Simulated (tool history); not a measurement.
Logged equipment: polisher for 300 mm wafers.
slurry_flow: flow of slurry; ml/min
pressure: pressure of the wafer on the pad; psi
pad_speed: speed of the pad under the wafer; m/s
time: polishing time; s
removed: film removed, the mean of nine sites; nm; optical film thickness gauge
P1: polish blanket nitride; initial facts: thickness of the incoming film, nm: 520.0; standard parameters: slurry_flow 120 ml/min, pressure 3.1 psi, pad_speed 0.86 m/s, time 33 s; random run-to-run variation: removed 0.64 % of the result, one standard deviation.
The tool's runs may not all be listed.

run	hour	slurry_flow	pressure	pad_speed	time	removed
1	6.1	120	3.1	0.86	33	43.300
2	10.4	170	1.4	0.86	33	20.794
3	16.7	120	4.9	0.86	33	67.837
4	23.1	120	3.1	0.86	33	42.958
5	28.1	120	3.1	0.86	48	62.060
6	34.5	120	3.1	0.86	33	42.836
7	40.8	120	3.1	1.34	33	60.647
8	49.4	120	3.1	0.86	33	42.483
9	55.9	120	3.1	0.52	19	16.564
10	63.1	120	3.1	0.62	33	33.242
11	70.0	70	3.1	0.86	33	37.080
12	78.2	120	3.1	0.86	33	42.910
13	82.9	120	3.1	0.62	18	18.126
14	92.4	185	3.1	0.86	33	46.254
15	97.0	120	3.1	0.86	33	42.854
16	103.1	120	3.1	0.86	15	19.704
17	111.4	120	1.9	0.86	33	25.931
18	117.6	120	3.1	0.86	33	43.051
19	125.9	120	3.1	0.86	33	41.693
20	132.4	120	3.1	0.86	33	40.281

What will run 21 give?
# hour 137.9: worn pad replaced by a new one
21	138.0	120	3.1	0.86	33	?

{"run 21": {"removed": 39.635}}
